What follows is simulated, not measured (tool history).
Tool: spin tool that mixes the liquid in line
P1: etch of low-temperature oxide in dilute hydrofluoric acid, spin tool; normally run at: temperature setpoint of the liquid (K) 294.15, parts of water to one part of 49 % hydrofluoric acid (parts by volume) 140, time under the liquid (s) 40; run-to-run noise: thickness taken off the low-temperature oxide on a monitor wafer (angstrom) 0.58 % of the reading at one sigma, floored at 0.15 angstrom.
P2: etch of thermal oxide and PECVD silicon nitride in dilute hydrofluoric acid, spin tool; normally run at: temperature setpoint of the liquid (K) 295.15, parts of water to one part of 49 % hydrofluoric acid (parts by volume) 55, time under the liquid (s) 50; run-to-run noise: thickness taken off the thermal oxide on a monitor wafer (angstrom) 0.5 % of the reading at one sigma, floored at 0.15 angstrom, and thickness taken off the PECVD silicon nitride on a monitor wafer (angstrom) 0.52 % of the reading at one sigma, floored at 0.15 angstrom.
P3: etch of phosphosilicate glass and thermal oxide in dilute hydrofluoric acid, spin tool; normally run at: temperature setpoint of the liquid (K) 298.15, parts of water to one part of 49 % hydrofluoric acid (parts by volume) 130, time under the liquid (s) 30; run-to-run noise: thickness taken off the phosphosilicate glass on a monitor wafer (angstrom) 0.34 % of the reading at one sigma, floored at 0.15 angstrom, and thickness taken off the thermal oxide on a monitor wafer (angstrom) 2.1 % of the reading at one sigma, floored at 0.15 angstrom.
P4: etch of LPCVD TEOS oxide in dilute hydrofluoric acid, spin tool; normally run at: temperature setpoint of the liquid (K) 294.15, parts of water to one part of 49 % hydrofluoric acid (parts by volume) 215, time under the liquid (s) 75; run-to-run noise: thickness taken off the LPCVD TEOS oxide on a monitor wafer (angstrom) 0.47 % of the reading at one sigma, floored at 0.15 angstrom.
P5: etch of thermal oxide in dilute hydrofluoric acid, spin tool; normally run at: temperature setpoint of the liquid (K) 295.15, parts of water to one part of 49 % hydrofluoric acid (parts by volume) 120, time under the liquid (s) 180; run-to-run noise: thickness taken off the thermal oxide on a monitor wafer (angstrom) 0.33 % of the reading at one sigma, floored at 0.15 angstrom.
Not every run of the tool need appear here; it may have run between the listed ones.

| run | hour | process that ran | temperature setpoint of the liquid (K) | parts of water to one part of 49 % hydrofluoric acid (parts by volume) | time under the liquid (s) | thickness taken off the low-temperature oxide on a monitor wafer (angstrom) | thickness taken off the LPCVD TEOS oxide on a monitor wafer (angstrom) | thickness taken off the phosphosilicate glass on a monitor wafer (angstrom) | thickness taken off the thermal oxide on a monitor wafer (angstrom) | thickness taken off the PECVD silicon nitride on a monitor wafer (angstrom) |
|---|---|---|---|---|---|---|---|---|---|---|
| 1 | 10.4 | P1 | 294.15 | 140 | 40 | 56.025 |  |  |  |  |
| 2 | 20.4 | P1 | 294.15 | 140 | 15 | 20.968 |  |  |  |  |
| 3 | 30.9 | P1 | 290.15 | 140 | 40 | 48.367 |  |  |  |  |
| 4 | 38 | P1 | 294.15 | 140 | 40 | 56.757 |  |  |  |  |
| 5 | 45.2 | P4 | 294.15 | 385 | 75 |  | 35.3 |  |  |  |
| 6 | 53.7 | P3 | 298.15 | 130 | 30 |  |  | 455.88 | 11.083 |  |
| 7 | 60.7 | P5 | 295.15 | 120 | 180 |  |  |  | 62.877 |  |
| 8 | 67.1 | P3 | 298.15 | 190 | 30 |  |  | 289.44 | 6.9411 |  |
| 9 | 77.3 | P1 | 294.15 | 205 | 75 | 67.216 |  |  |  |  |
| 10 | 87.4 | P1 | 300.15 | 140 | 15 | 26.752 |  |  |  |  |
| 11 | 97.8 | P3 | 304.65 | 130 | 30 |  |  | 577.22 | 13.581 |  |
| 12 | 109.5 | P2 | 295.15 | 55 | 50 |  |  |  | 42.442 | 42.771 |
| 13 | 121.5 | P4 | 298.15 | 215 | 75 |  | 85.97 |  |  |  |
| 14 | 130.9 | P1 | 299.15 | 140 | 40 | 68.299 |  |  |  |  |
| 15 | 140 | P4 | 294.15 | 215 | 75 |  | 74.087 |  |  |  |
| 16 | 151.2 | P1 | 294.15 | 140 | 40 | 57.224 |  |  |  |  |
| 17 | 160.4 | P1 | 294.15 | 140 | 40 | 57.067 |  |  |  |  |
| 18 | 169.5 | P2 | 290.15 | 55 | 50 |  |  |  | 34.523 | 30.265 |
| 19 | 174.8 | P4 | 294.15 | 215 | 110 |  | 108.09 |  |  |  |
| 20 | 184.6 | P1 | 294.15 | 140 | 70 | 99.104 |  |  |  |  |
| 21 | 193.1 | P1 | 290.15 | 140 | 15 | 17.992 |  |  |  |  |
| 22 | 205.1 | P5 | 303.15 | 120 | 180 |  |  |  | 85.308 |  |
| 23 | 216.3 | P5 | 295.15 | 120 | 300 |  |  |  | 104.73 |  |
| 24 | 222.8 | P2 | 295.15 | 55 | 15 |  |  |  | 12.775 | 12.783 |
| 25 | 232.1 | P1 | 294.15 | 230 | 40 | 31.11 |  |  |  |  |
| 26 | 238.5 | P3 | 298.15 | 130 | 15 |  |  | 226.71 | 5.4275 |  |
| 27 | 250.4 | P1 | 294.15 | 140 | 40 | 57.165 |  |  |  |  |
| 28 | 260.1 | P1 | 294.15 | 80 | 40 | 105.64 |  |  |  |  |
| 29 | 265.9 | P2 | 295.15 | 105 | 50 |  |  |  | 20.842 | 22.746 |
| 30 | 273.4 | P5 | 295.15 | 200 | 180 |  |  |  | 34.46 |  |
| 31 | 283.8 | P1 | 294.15 | 140 | 40 | 56 |  |  |  |  |
| 32 | 291.2 | P1 | 294.15 | 140 | 40 | 56.713 |  |  |  |  |
| 33 | 302.1 | P1 | 294.15 | 140 | 40 | 54.654 |  |  |  |  |
| 34 | 312.9 | P1 | 294.15 | 140 | 40 | 54.123 |  |  |  |  |
| 35 | 319.2 | P1 | 294.15 | 140 | 40 | 54.02 |  |  |  |  |
| 36 | 329.4 | P1 | 294.15 | 140 | 40 | 52.785 |  |  |  |  |
| 37 | 339.1 | P1 | 294.15 | 140 | 40 | 53.264 |  |  |  |  |
| 38 | 349.7 | P1 | 294.15 | 140 | 40 | 52.89 |  |  |  |  |
| 39 | 360 | P1 | 294.15 | 140 | 40 | 52.4 |  |  |  |  |
| 40 | 371.5 | P1 | 294.15 | 140 | 40 | 52.434 |  |  |  |  |
| 41 | 377.7 | P1 | 294.15 | 140 | 40 | 52.256 |  |  |  |  |
| 42 | 388.3 | P1 | 294.15 | 140 | 40 | 52.318 |  |  |  |  |
| 43 | 398.2 | P1 | 294.15 | 140 | 40 | 51.931 |  |  |  |  |

What P1 gives has crept away from where it was. These 2 causes fit the log equally well, each at the size given:
A: hydrofluoric acid flow below the setpoint (%) = 6.51
B: liquid colder than its thermometer reads (K) = 1.95
Creep in the process output first set in at about hour 291.2.

Of the 4 check runs listed below, each run on one wafer and each result written as a question mark, which would let you distinguish the listed causes because they would give clearly different results?
| check 1 | 408.1 | P4 | 294.15 | 215 | 75 |  | ? |  |  |  |
| check 2 | 408.1 | P3 | 298.15 | 130 | 30 |  |  | ? | ? |  |
| check 3 | 408.1 | P5 | 295.15 | 120 | 180 |  |  |  | ? |  |
| check 4 | 408.1 | P2 | 295.15 | 55 | 50 |  |  |  | ? | ? |

Predicted outcomes, by check and by cause:
| check | result | if A | if B |
|---|---|---|---|
| check 1 | thickness taken off the LPCVD TEOS oxide on a monitor wafer (angstrom) | 68.161 | 68.665 |
| check 2 | thickness taken off the phosphosilicate glass on a monitor wafer (angstrom) | 419.59 | 420.66 |
| check 2 | thickness taken off the thermal oxide on a monitor wafer (angstrom) | 10.242 | 10.268 |
| check 3 | thickness taken off the thermal oxide on a monitor wafer (angstrom) | 58.359 | 58.271 |
| check 4 | thickness taken off the thermal oxide on a monitor wafer (angstrom) | 39.509 | 39.126 |
| check 4 | thickness taken off the PECVD silicon nitride on a monitor wafer (angstrom) | 40.103 | 37.453 |
Per-check spread between the two closest causes, in the result where they differ most: check 1 0.74 %; check 2 0.25 %; check 3 0.15 %; check 4 6.84 %
The other checks would show nearly matching results whichever cause is true, so check 4 is the only one that separates the causes.

Check 4 was then run and gave: thickness taken off the thermal oxide on a monitor wafer (angstrom) 38.892; thickness taken off the PECVD silicon nitride on a monitor wafer (angstrom) 37.433. Which cause is it?

It was cause B: liquid colder than its thermometer reads (K).
